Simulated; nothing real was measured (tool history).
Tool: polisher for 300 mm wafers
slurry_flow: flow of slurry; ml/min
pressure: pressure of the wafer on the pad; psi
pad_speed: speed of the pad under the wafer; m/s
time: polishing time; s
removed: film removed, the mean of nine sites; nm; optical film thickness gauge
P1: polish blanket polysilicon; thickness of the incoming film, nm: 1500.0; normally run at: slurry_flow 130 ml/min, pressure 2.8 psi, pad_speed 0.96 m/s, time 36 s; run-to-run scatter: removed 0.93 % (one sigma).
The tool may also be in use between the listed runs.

run,hour,slurry_flow,pressure,pad_speed,time,removed
1,5.3,130,2.8,0.96,36,316.95
2,10.6,130,2.8,0.96,36,314.66
3,18,130,2.8,0.96,16,142.59
4,22.8,130,2.8,0.96,36,316.72
# hour 24.8: slurry nozzle cleaned
5,30.3,130,2.8,0.48,36,157.71
6,37.8,80,2.8,0.96,36,278.59
7,45.8,130,2.8,0.96,55,479.4
8,53.2,130,2.8,0.96,36,314.87
9,57.4,90,3.6,0.96,36,376.81
10,65.1,180,3.5,0.96,36,415.79
11,73.1,130,1.3,0.96,36,145.08
12,80.5,130,2.8,0.96,36,313.05
# hour 84.5: head pressure recalibrated
13,85.9,130,2.8,1.3,36,431.29
14,90.8,130,2.8,0.96,36,317.18
15,97.1,130,4.4,0.96,36,492.34
16,103.9,130,1.7,0.96,23,122.89
17,111.7,130,2.8,0.96,36,313.42
18,118.2,190,2.8,0.96,36,333.36
19,122.2,130,2.8,0.96,36,312.68
20,126.2,130,2.8,0.96,36,311.55
21,133.7,130,2.8,0.96,36,298.78
22,139.2,130,2.8,0.96,36,294.15
23,147.5,130,2.8,0.96,36,287.53

Run 24 comes next. What will it give?
24,153.4,130,2.8,0.96,36,?

{"run 24": {"removed": 285.06}}
